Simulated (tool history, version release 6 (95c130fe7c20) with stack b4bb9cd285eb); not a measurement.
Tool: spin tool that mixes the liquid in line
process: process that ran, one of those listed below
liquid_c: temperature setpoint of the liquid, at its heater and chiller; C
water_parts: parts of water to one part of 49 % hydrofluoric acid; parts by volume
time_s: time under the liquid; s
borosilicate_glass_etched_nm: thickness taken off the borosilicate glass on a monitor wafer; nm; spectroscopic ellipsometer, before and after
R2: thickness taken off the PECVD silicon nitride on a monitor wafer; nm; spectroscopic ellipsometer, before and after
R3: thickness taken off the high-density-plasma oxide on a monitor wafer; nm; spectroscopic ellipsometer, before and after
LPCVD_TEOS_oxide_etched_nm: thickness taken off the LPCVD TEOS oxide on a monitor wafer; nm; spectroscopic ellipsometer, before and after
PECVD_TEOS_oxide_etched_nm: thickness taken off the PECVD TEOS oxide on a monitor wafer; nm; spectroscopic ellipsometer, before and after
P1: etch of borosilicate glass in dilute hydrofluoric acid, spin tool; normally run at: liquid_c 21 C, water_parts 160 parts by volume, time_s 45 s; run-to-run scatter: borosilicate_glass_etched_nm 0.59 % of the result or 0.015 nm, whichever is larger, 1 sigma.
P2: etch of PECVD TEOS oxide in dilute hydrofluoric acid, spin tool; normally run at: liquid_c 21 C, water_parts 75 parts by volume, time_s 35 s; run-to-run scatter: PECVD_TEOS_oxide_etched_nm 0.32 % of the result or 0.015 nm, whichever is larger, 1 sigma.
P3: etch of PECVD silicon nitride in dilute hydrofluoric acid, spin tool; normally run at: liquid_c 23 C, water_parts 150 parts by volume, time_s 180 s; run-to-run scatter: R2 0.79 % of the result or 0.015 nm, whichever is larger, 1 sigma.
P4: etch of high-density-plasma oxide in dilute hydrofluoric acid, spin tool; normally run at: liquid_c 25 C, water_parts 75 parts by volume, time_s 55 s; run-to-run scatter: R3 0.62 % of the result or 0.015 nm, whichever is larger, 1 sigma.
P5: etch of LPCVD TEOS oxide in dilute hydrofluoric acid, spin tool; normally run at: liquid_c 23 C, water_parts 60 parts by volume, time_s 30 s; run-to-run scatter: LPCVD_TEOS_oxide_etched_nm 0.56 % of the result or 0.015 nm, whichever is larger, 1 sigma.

Run 1, hour 13.7: process P1, liquid_c 21 C, water_parts 160 parts by volume, time_s 45 s. Result: borosilicate_glass_etched_nm 5.0095 nm.
Run 2, hour 21.5: process P3, liquid_c 23 C, water_parts 35 parts by volume, time_s 180 s. Result: R2 12.907 nm.
Run 3, hour 32.4: process P4, liquid_c 25 C, water_parts 30 parts by volume, time_s 55 s. Result: R3 12.323 nm.
Run 4, hour 47.6: process P5, liquid_c 23 C, water_parts 60 parts by volume, time_s 30 s. Result: LPCVD_TEOS_oxide_etched_nm 25.158 nm.
Run 5, hour 60.6: process P1, liquid_c 21 C, water_parts 160 parts by volume, time_s 45 s. Result: borosilicate_glass_etched_nm 4.9965 nm.
Run 6, hour 74.7: process P2, liquid_c 21 C, water_parts 75 parts by volume, time_s 35 s. Result: PECVD_TEOS_oxide_etched_nm 7.345 nm.
Run 7, hour 85.5: process P1, liquid_c 21 C, water_parts 160 parts by volume, time_s 75 s. Result: borosilicate_glass_etched_nm 8.3194 nm.
Run 8, hour 100.5: process P2, liquid_c 21 C, water_parts 75 parts by volume, time_s 65 s. Result: PECVD_TEOS_oxide_etched_nm 13.687 nm.
Run 9, hour 116.7: process P1, liquid_c 17 C, water_parts 160 parts by volume, time_s 45 s. Result: borosilicate_glass_etched_nm 4.2293 nm.
Run 10, hour 126.9: process P1, liquid_c 21 C, water_parts 160 parts by volume, time_s 45 s. Result: borosilicate_glass_etched_nm 5.0089 nm.
Run 11, hour 142: process P5, liquid_c 23 C, water_parts 80 parts by volume, time_s 30 s. Result: LPCVD_TEOS_oxide_etched_nm 18.249 nm.
Run 12, hour 151.8: process P3, liquid_c 23 C, water_parts 150 parts by volume, time_s 325 s. Result: R2 5.5283 nm.
Run 13, hour 161.5: process P1, liquid_c 21 C, water_parts 255 parts by volume, time_s 20 s. Result: borosilicate_glass_etched_nm 1.2771 nm.
Run 14, hour 169.7: process P5, liquid_c 18 C, water_parts 60 parts by volume, time_s 30 s. Result: LPCVD_TEOS_oxide_etched_nm 20.462 nm.
Run 15, hour 179.7: process P1, liquid_c 21 C, water_parts 25 parts by volume, time_s 45 s. Result: borosilicate_glass_etched_nm 37.123 nm.
Run 16, hour 189.1: process P5, liquid_c 23 C, water_parts 60 parts by volume, time_s 60 s. Result: LPCVD_TEOS_oxide_etched_nm 50.262 nm.
Run 17, hour 197.6: process P5, liquid_c 23 C, water_parts 60 parts by volume, time_s 30 s. Result: LPCVD_TEOS_oxide_etched_nm 25.28 nm.
Run 18, hour 211.1: process P3, liquid_c 23 C, water_parts 150 parts by volume, time_s 180 s. Result: R2 3.0943 nm.
Run 19, hour 223: process P1, liquid_c 21 C, water_parts 160 parts by volume, time_s 45 s. Result: borosilicate_glass_etched_nm 4.9694 nm.
Run 20, hour 233.9: process P1, liquid_c 25.5 C, water_parts 160 parts by volume, time_s 45 s. Result: borosilicate_glass_etched_nm 5.9689 nm.
Run 21, hour 247.1: process P1, liquid_c 21 C, water_parts 265 parts by volume, time_s 45 s. Result: borosilicate_glass_etched_nm 2.6949 nm.
Run 22, hour 260.6: process P3, liquid_c 23 C, water_parts 150 parts by volume, time_s 180 s. Result: R2 3.0372 nm.
Run 23, hour 271.6: process P1, liquid_c 21 C, water_parts 160 parts by volume, time_s 15 s. Result: borosilicate_glass_etched_nm 1.6809 nm.
Run 24, hour 283.9: process P4, liquid_c 25 C, water_parts 75 parts by volume, time_s 55 s. Result: R3 4.6351 nm.
Run 25, hour 296: process P4, liquid_c 33 C, water_parts 75 parts by volume, time_s 55 s. Result: R3 6.2156 nm.
Run 26, hour 312.1: process P3, liquid_c 30.5 C, water_parts 150 parts by volume, time_s 180 s. Result: R2 4.8306 nm.
Run 27, hour 328.3: process P4, liquid_c 25 C, water_parts 75 parts by volume, time_s 25 s. Result: R3 2.0925 nm.
Run 28, hour 344.8: process P2, liquid_c 17 C, water_parts 75 parts by volume, time_s 35 s. Result: PECVD_TEOS_oxide_etched_nm 6.1917 nm.
Run 29, hour 359.9: process P2, liquid_c 21 C, water_parts 130 parts by volume, time_s 35 s. Result: PECVD_TEOS_oxide_etched_nm 3.9351 nm.
Run 30, hour 376.2: process P2, liquid_c 21 C, water_parts 75 parts by volume, time_s 35 s. Result: PECVD_TEOS_oxide_etched_nm 7.2908 nm.
Run 31, hour 391.2: process P1, liquid_c 21 C, water_parts 160 parts by volume, time_s 45 s. Result: borosilicate_glass_etched_nm 4.9675 nm.
Run 32, hour 400.6: process P1, liquid_c 21 C, water_parts 160 parts by volume, time_s 45 s. Result: borosilicate_glass_etched_nm 5.1358 nm.
Run 33, hour 416.4: process P1, liquid_c 21 C, water_parts 160 parts by volume, time_s 45 s. Result: borosilicate_glass_etched_nm 5.1916 nm.
Run 34, hour 427: process P1, liquid_c 21 C, water_parts 160 parts by volume, time_s 45 s. Result: borosilicate_glass_etched_nm 5.2933 nm.
Run 35, hour 435.4: process P1, liquid_c 21 C, water_parts 160 parts by volume, time_s 45 s. Result: borosilicate_glass_etched_nm 5.2999 nm.
Run 36, hour 451.9: process P1, liquid_c 21 C, water_parts 160 parts by volume, time_s 45 s. Result: borosilicate_glass_etched_nm 5.3657 nm.
Run 37, hour 459.9: process P1, liquid_c 21 C, water_parts 160 parts by volume, time_s 45 s. Result: borosilicate_glass_etched_nm 5.3657 nm.
Run 38, hour 467.9: process P1, liquid_c 21 C, water_parts 160 parts by volume, time_s 45 s. Result: borosilicate_glass_etched_nm 5.4005 nm.
Run 39, hour 478.9: process P1, liquid_c 21 C, water_parts 160 parts by volume, time_s 45 s. Result: borosilicate_glass_etched_nm 5.3656 nm.
Run 40, hour 490.1: process P1, liquid_c 21 C, water_parts 160 parts by volume, time_s 45 s. Result: borosilicate_glass_etched_nm 5.4106 nm.
Run 41, hour 506.6: process P1, liquid_c 21 C, water_parts 160 parts by volume, time_s 45 s. Result: borosilicate_glass_etched_nm 5.4603 nm.
Run 42, hour 515.6: process P1, liquid_c 21 C, water_parts 160 parts by volume, time_s 45 s. Result: borosilicate_glass_etched_nm 5.4044 nm.

What P1 gives has crept away from where it was. These 2 causes fit the log equally well, each at the size given:
A: hydrofluoric acid flow above the setpoint (%) = 7.37
B: liquid hotter than its thermometer reads (K) = 2.14
The creep began at about hour 391.2.

4 check runs are offered, one wafer each, their results left as question marks. Which one tells the causes apart?
Run check 1, hour 524.6: process P5, liquid_c 19.5 C, water_parts 60 parts by volume, time_s 55 s. Result: LPCVD_TEOS_oxide_etched_nm ?.
Run check 2, hour 524.6: process P3, liquid_c 30.5 C, water_parts 45 parts by volume, time_s 180 s. Result: R2 ?.
Run check 3, hour 524.6: process P2, liquid_c 21 C, water_parts 110 parts by volume, time_s 55 s. Result: PECVD_TEOS_oxide_etched_nm ?.
Run check 4, hour 524.6: process P4, liquid_c 25 C, water_parts 35 parts by volume, time_s 55 s. Result: R3 ?.

What each check would give under each cause:
  check                      result    if A    if B
check 1  LPCVD_TEOS_oxide_etched_nm  43.088   43.69
check 2                          R2  17.612  18.827
check 3  PECVD_TEOS_oxide_etched_nm  8.1425  8.1917
check 4                          R3  11.226  11.377
How far apart the two closest causes lie, in the result that separates them most: check 1 1.39 %; check 2 6.67 %; check 3 0.6 %; check 4 1.34 %
Check 2 tells the causes apart: in the others they would give nearly the same result.

Then check 2 was run and gave: R2 18.989 nm. Which cause is it?

It is B: liquid hotter than its thermometer reads (K).

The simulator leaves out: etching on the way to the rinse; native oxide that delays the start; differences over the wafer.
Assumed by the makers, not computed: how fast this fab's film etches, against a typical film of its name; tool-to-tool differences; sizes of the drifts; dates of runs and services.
